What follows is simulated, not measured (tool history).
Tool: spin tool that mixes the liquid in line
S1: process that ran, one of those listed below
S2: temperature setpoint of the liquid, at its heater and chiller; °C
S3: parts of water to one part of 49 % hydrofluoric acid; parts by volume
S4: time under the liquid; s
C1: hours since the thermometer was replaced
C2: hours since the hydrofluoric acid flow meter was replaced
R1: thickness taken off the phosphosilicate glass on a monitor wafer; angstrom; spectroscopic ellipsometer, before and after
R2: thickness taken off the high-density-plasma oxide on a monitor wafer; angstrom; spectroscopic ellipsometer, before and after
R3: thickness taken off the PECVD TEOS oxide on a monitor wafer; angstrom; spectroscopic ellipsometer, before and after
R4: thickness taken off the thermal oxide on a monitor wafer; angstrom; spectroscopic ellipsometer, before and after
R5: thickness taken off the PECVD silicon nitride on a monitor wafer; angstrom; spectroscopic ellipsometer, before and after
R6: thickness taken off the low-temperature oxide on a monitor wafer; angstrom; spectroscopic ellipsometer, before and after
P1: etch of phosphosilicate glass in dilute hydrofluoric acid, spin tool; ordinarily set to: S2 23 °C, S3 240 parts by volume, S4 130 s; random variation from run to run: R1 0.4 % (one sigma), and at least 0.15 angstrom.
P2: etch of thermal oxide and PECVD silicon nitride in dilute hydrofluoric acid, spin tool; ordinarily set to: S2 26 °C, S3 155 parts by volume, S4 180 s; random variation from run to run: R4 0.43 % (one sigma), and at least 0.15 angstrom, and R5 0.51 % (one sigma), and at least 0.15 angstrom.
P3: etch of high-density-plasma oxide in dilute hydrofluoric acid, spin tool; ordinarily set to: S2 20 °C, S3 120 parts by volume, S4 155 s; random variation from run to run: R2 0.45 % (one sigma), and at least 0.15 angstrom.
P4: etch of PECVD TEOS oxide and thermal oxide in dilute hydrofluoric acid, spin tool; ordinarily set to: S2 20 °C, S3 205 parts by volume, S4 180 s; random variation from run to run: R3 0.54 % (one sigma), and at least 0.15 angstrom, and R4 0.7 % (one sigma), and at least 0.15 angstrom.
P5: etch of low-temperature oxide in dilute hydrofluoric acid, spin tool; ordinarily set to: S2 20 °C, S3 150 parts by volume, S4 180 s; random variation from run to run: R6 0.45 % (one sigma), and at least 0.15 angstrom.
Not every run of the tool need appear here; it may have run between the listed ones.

run     day  S1  S2   S3   S4      C1     C2      R1      R2      R3      R4      R5      R6
  1   0.408  P1  23  240  130  1157.5  136.9  365.37
  2   1.071  P3  20  120  245  1173.4  152.8          138.67
  3   1.617  P4  20  205  180  1186.5  165.9                  68.128  33.236
  4   1.942  P2  26  270  180  1194.3  173.7                          26.578  27.531
  5   2.546  P1  23  240  130  1208.8  188.2  368.52
  6   3.104  P4  20  205  180  1222.2  201.6                  69.366  33.398
  7     3.6  P5  17  150  180  1234.1  213.5                                          108.54
  8   4.054  P2  26  155  180    1245  224.4                          51.929  47.824
  9   4.742  P1  19  240  130  1261.5  240.9  316.75
 10   5.275  P4  25  205  180  1274.3  253.7                  81.165  41.036
 11   5.742  P1  23  240  130  1285.5  264.9  368.05
 12   6.321  P5  20  150  180  1299.4  278.8                                          122.52
 13   6.804  P5  20  265  180    1311  290.4                                          62.477
 14   7.162  P2  34  155  180  1319.6    299                          69.751  77.853
 15   7.754  P1  23  240  130  1333.8  313.2  366.09
 16   8.383  P2  26  155   50  1348.9  328.3                          14.694  13.092
 17   8.758  P3  20  190  155  1357.9  337.3          51.798
 18   9.279  P5  20  150   70  1370.4  349.8                                          47.762
 19   9.612  P1  27  240  130  1378.4  357.8  421.81
 20  10.154  P1  23  240  130  1391.4  370.8   365.4
 21  10.492  P1  23  240  255  1399.5  378.9  721.71
 22    10.9  P4  20  355  180  1409.3  388.7                  34.391  16.876
 23  11.242  P1  23  390  255  1417.5  396.9  385.21
      11.65  -- thermometer replaced
 24    11.8  P3  17  120  155     3.6  410.3          77.748
 25  12.438  P3  20  120  155    18.9  425.6           87.31
 26  12.979  P1  23   45  130    31.9  438.6  2439.7
 27  13.329  P4  20  205  290    40.3    447                  109.72  54.132
 28  13.912  P1  23  420  130    54.3    461  177.35
 29  14.517  P1  23  240   45    68.8  475.5  127.79
 30  14.996  P1  23  240  130    80.3    487  364.87
 31  15.446  P1  23  240  130    91.1  497.8  359.78
 32  15.775  P1  23  240  130      99  505.7  354.92
 33  16.354  P1  23  240  130   112.9  519.6  350.44
 34  16.767  P1  23  240  130   122.8  529.5   351.2
 35  17.271  P1  23  240  130   134.9  541.6  349.26
 36  17.733  P1  23  240  130     146  552.7  350.27
 37  18.221  P1  23  240  130   157.7  564.4  347.03
 38  18.575  P1  23  240  130   166.2  572.9  348.63
 39  19.162  P1  23  240  130   180.3    587  348.98

What P1 gives has crept off from where it sat before. The 2 causes that follow fit the log equally well, each at the size noted:
A: hydrofluoric acid flow below the setpoint (%) = 4.22
B: liquid colder than its thermometer reads (K) = 1.46
The onset of the drift is placed at about day 14.996.

Question marks stand in for the results of the 4 check runs listed below, each run on one wafer. Under which run would the listed causes show clearly different results?
check 1  19.75  P4  20  205  180                   ?   ?
check 2  19.75  P5  20  150  180                               ?
check 3  19.75  P2  26  155  180                       ?   ?
check 4  19.75  P3  20  120  155               ?

If the cause were each of the candidates in turn, the checks would give the following:
  check  result    if A    if B
check 1      R3  64.847  64.537
check 1      R4  31.744  31.592
check 2      R6  117.05  116.05
check 3      R4  49.743   49.56
check 3      R5  45.572  43.353
check 4      R2  83.747  82.851
Smallest distance between any two causes, each pair judged by its most separating result, in per cent: check 1 0.48 %; check 2 0.85 %; check 3 4.99 %; check 4 1.08 %
The other checks would show nearly matching results whichever cause is true, so check 3 is the only one that separates the causes.

Running check 3 produced the following: R4 49.753 angstrom; R5 43.714 angstrom. Which one of the listed causes fits?

It is B: liquid colder than its thermometer reads (K).

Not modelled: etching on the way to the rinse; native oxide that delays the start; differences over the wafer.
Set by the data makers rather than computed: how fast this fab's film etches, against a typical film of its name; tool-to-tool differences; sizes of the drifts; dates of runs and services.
